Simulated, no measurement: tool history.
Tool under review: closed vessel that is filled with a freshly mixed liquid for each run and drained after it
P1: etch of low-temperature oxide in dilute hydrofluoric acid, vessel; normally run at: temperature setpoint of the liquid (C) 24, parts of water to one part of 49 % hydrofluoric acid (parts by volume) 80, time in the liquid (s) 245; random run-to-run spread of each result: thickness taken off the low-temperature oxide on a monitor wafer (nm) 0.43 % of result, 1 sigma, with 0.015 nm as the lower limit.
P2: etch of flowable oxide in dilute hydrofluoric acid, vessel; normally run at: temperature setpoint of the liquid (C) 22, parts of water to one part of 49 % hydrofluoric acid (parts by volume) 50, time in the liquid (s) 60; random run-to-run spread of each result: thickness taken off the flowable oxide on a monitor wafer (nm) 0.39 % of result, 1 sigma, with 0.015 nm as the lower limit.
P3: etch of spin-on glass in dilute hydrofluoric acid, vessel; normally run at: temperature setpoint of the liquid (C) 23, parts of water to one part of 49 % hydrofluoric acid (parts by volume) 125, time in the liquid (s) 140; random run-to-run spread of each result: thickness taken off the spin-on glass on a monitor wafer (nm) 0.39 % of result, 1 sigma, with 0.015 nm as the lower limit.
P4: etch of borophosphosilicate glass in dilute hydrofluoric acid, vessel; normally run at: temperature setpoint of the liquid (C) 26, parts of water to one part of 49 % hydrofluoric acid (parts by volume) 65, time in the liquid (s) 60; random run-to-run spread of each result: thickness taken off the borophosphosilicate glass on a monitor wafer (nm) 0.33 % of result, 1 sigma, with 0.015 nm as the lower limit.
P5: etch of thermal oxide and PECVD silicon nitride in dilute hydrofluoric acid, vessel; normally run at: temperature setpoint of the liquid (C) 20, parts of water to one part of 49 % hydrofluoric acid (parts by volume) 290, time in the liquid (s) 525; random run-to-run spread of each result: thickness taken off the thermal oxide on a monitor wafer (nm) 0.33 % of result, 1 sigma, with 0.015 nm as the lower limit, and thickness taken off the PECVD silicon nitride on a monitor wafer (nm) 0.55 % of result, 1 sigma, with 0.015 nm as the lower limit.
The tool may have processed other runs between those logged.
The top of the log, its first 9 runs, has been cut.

run   hour  process that ran  temperature setpoint of the liquid (C)  parts of water to one part of 49 % hydrofluoric acid (parts by volume)  time in the liquid (s)  hours since the thermometer was replaced  hours since the hydrofluoric acid flow meter was replaced  thickness taken off the low-temperature oxide on a monitor wafer (nm)  thickness taken off the spin-on glass on a monitor wafer (nm)  thickness taken off the borophosphosilicate glass on a monitor wafer (nm)  thickness taken off the thermal oxide on a monitor wafer (nm)  thickness taken off the PECVD silicon nitride on a monitor wafer (nm)  thickness taken off the flowable oxide on a monitor wafer (nm)
 10   92.5                P1                                    19.5                                                                      80                     245                                     519.7                                                      320.3                                                                 38.169
 11  103.7                P1                                      28                                                                      80                     475                                     530.9                                                      331.5                                                                 104.02
 12  115.3                P5                                      17                                                                     290                     525                                     542.5                                                      343.1                                                                                                                                                                                                                                                                          5.6502                                                                 4.9239
 13  127.2                P3                                      23                                                                     170                     140                                     554.4                                                        355                                                                                                                                27.868
 14  139.2                P1                                      24                                                                      80                     245                                     566.4                                                        367                                                                 45.843
 15  150.8                P3                                      28                                                                     125                     140                                       578                                                      378.6                                                                                                                                48.235
 16  160.1                P1                                      24                                                                      30                     245                                     587.3                                                      387.9                                                                 130.09
 17  168.7                P1                                      24                                                                     130                      45                                     595.9                                                      396.5                                                                 4.8674
 18  179.5                P2                                      22                                                                      50                      60                                     606.7                                                      407.3                                                                                                                                                                                                                                                                                                                                                                                                                 45.165
 19  189.1                P2                                      22                                                                      80                      60                                     616.3                                                      416.9                                                                                                                                                                                                                                                                                                                                                                                                                 27.155
 20  197.9                P1                                      24                                                                      80                     245                                     625.1                                                      425.7                                                                  45.72
 21  205.6                P5                                      20                                                                     290                     900                                     632.8                                                      433.4                                                                                                                                                                                                                                                                          10.798                                                                 10.078
 22  216.4                P4                                    21.5                                                                      65                      60                                     643.6                                                      444.2                                                                                                                                                                                                           42.076
 23  227.9                P1                                      24                                                                     110                     245                                     655.1                                                      455.7                                                                 32.023
 24    240                P4                                      26                                                                      65                      35                                     667.2                                                      467.8                                                                                                                                                                                                           29.379

Run 25 comes next. What will it give?
 25  246.2                P3                                      23                                                                     125                      60                                     673.4                                                        474                                                                                                                                     ?

thickness taken off the spin-on glass on a monitor wafer (nm): 17.094
